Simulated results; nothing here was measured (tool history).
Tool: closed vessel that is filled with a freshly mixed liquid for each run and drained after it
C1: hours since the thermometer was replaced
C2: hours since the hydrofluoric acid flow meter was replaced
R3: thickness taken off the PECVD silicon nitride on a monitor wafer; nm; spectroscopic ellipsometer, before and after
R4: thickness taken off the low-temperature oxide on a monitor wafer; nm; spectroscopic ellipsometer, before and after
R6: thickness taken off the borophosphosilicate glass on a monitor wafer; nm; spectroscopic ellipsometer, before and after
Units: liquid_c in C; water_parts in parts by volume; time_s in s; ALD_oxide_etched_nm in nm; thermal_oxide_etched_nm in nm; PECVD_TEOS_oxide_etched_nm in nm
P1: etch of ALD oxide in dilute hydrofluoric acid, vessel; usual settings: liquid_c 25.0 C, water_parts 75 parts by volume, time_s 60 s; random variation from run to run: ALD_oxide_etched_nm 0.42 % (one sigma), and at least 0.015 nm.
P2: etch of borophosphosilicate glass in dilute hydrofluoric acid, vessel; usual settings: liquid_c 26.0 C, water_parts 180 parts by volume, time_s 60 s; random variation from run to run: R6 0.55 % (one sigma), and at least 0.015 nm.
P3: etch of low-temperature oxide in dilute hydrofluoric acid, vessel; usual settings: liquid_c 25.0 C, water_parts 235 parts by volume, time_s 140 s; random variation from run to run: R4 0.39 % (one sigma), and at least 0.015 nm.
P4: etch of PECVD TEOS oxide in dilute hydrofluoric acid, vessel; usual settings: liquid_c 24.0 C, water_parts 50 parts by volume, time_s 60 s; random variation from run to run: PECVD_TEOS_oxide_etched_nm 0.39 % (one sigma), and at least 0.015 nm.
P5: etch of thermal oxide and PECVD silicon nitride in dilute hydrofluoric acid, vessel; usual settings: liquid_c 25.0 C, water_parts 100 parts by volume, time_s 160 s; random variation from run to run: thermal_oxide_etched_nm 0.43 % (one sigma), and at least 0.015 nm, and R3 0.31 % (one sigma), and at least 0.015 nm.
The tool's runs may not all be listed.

run 1 day=0.362 | process=P1 liquid_c=25.0 water_parts=75 time_s=60 | C1=733.1 C2=405.8 | ALD_oxide_etched_nm=15.1420
run 2 day=1.008 | process=P1 liquid_c=31.0 water_parts=75 time_s=60 | C1=748.6 C2=421.3 | ALD_oxide_etched_nm=19.1730
run 3 day=1.400 | process=P1 liquid_c=25.0 water_parts=75 time_s=60 | C1=758.0 C2=430.7 | ALD_oxide_etched_nm=15.0940
run 4 day=1.812 | process=P5 liquid_c=25.0 water_parts=165 time_s=160 | C1=767.9 C2=440.6 | thermal_oxide_etched_nm=4.4225 R3=5.1452
run 5 day=2.342 | process=P3 liquid_c=25.0 water_parts=235 time_s=35 | C1=780.6 C2=453.3 | R4=2.3860
run 6 day=3.033 | process=P4 liquid_c=24.0 water_parts=80 time_s=60 | C1=797.2 C2=469.9 | PECVD_TEOS_oxide_etched_nm=17.300
run 7 day=3.454 | process=P2 liquid_c=26.0 water_parts=50 time_s=60 | C1=807.3 C2=480.0 | R6=53.2600
run 8 day=3.875 | process=P4 liquid_c=20.5 water_parts=50 time_s=60 | C1=817.4 C2=490.1 | PECVD_TEOS_oxide_etched_nm=24.642
run 9 day=4.371 | process=P1 liquid_c=17.0 water_parts=75 time_s=60 | C1=829.3 C2=502.0 | ALD_oxide_etched_nm=10.9150
run 10 day=4.850 | process=P2 liquid_c=26.0 water_parts=180 time_s=30 | C1=840.8 C2=513.5 | R6=6.2902
run 11 day=5.417 | process=P2 liquid_c=21.0 water_parts=180 time_s=60 | C1=854.4 C2=527.1 | R6=10.4630
run 12 day=5.833 | process=P3 liquid_c=17.0 water_parts=235 time_s=140 | C1=864.4 C2=537.1 | R4=7.2346
run 13 day=6.275 | process=P3 liquid_c=25.0 water_parts=120 time_s=140 | C1=875.0 C2=547.7 | R4=21.5170
run 14 day=6.808 | process=P1 liquid_c=25.0 water_parts=45 time_s=30 | C1=887.8 C2=560.5 | ALD_oxide_etched_nm=13.1430
run 15 day=7.129 | process=P1 liquid_c=25.0 water_parts=30 time_s=85 | C1=895.5 C2=568.2 | ALD_oxide_etched_nm=56.9900
run 16 day=7.654 | process=P1 liquid_c=25.0 water_parts=75 time_s=30 | C1=908.1 C2=580.8 | ALD_oxide_etched_nm=7.5913
run 17 day=8.129 | process=P1 liquid_c=25.0 water_parts=75 time_s=110 | C1=919.5 C2=592.2 | ALD_oxide_etched_nm=27.8880
run 18 day=8.450 | process=P5 liquid_c=25.0 water_parts=100 time_s=65 | C1=927.2 C2=599.9 | thermal_oxide_etched_nm=3.1822 R3=3.4364
run 19 day=8.967 | process=P5 liquid_c=25.0 water_parts=100 time_s=160 | C1=939.6 C2=612.3 | thermal_oxide_etched_nm=7.8885 R3=8.4459
run 20 day=9.371 | process=P1 liquid_c=25.0 water_parts=40 time_s=60 | C1=949.3 C2=622.0 | ALD_oxide_etched_nm=29.7980
run 21 day=9.912 | process=P1 liquid_c=25.0 water_parts=75 time_s=60 | C1=962.3 C2=635.0 | ALD_oxide_etched_nm=15.1250
run 22 day=10.483 | process=P5 liquid_c=20.0 water_parts=100 time_s=160 | C1=976.0 C2=648.7 | thermal_oxide_etched_nm=6.4300 R3=6.0720
run 23 day=10.879 | process=P1 liquid_c=25.0 water_parts=75 time_s=60 | C1=985.5 C2=658.2 | ALD_oxide_etched_nm=15.1730
run 24 day=11.246 | process=P1 liquid_c=25.0 water_parts=110 time_s=60 | C1=994.3 C2=667.0 | ALD_oxide_etched_nm=9.8143
run 25 day=11.854 | process=P4 liquid_c=24.0 water_parts=50 time_s=110 | C1=1008.9 C2=681.6 | PECVD_TEOS_oxide_etched_nm=52.660
run 26 day=12.246 | process=P3 liquid_c=25.0 water_parts=235 time_s=140 | C1=1018.3 C2=691.0 | R4=9.7096
run 27 day=12.571 | process=P4 liquid_c=24.0 water_parts=50 time_s=60 | C1=1026.1 C2=698.8 | PECVD_TEOS_oxide_etched_nm=28.777
run 28 day=12.883 | process=P2 liquid_c=26.0 water_parts=180 time_s=60 | C1=1033.6 C2=706.3 | R6=12.6220
run 29 day=13.238 | process=P1 liquid_c=25.0 water_parts=75 time_s=60 | C1=1042.1 C2=714.8 | ALD_oxide_etched_nm=15.1880
run 30 day=13.688 | process=P1 liquid_c=25.0 water_parts=75 time_s=60 | C1=1052.9 C2=725.6 | ALD_oxide_etched_nm=14.6420
run 31 day=14.129 | process=P1 liquid_c=25.0 water_parts=75 time_s=60 | C1=1063.5 C2=736.2 | ALD_oxide_etched_nm=14.2230
run 32 day=14.792 | process=P1 liquid_c=25.0 water_parts=75 time_s=60 | C1=1079.4 C2=752.1 | ALD_oxide_etched_nm=14.0370
run 33 day=15.383 | process=P1 liquid_c=25.0 water_parts=75 time_s=60 | C1=1093.6 C2=766.3 | ALD_oxide_etched_nm=13.8720
run 34 day=15.754 | process=P1 liquid_c=25.0 water_parts=75 time_s=60 | C1=1102.5 C2=775.2 | ALD_oxide_etched_nm=13.8450

Run 35 comes next. What will it give?
run 35 day=16.367 | process=P1 liquid_c=25.0 water_parts=75 time_s=60 | C1=1117.2 C2=789.9 | ALD_oxide_etched_nm=?

Run 35 gave ALD_oxide_etched_nm 13.8040 nm.
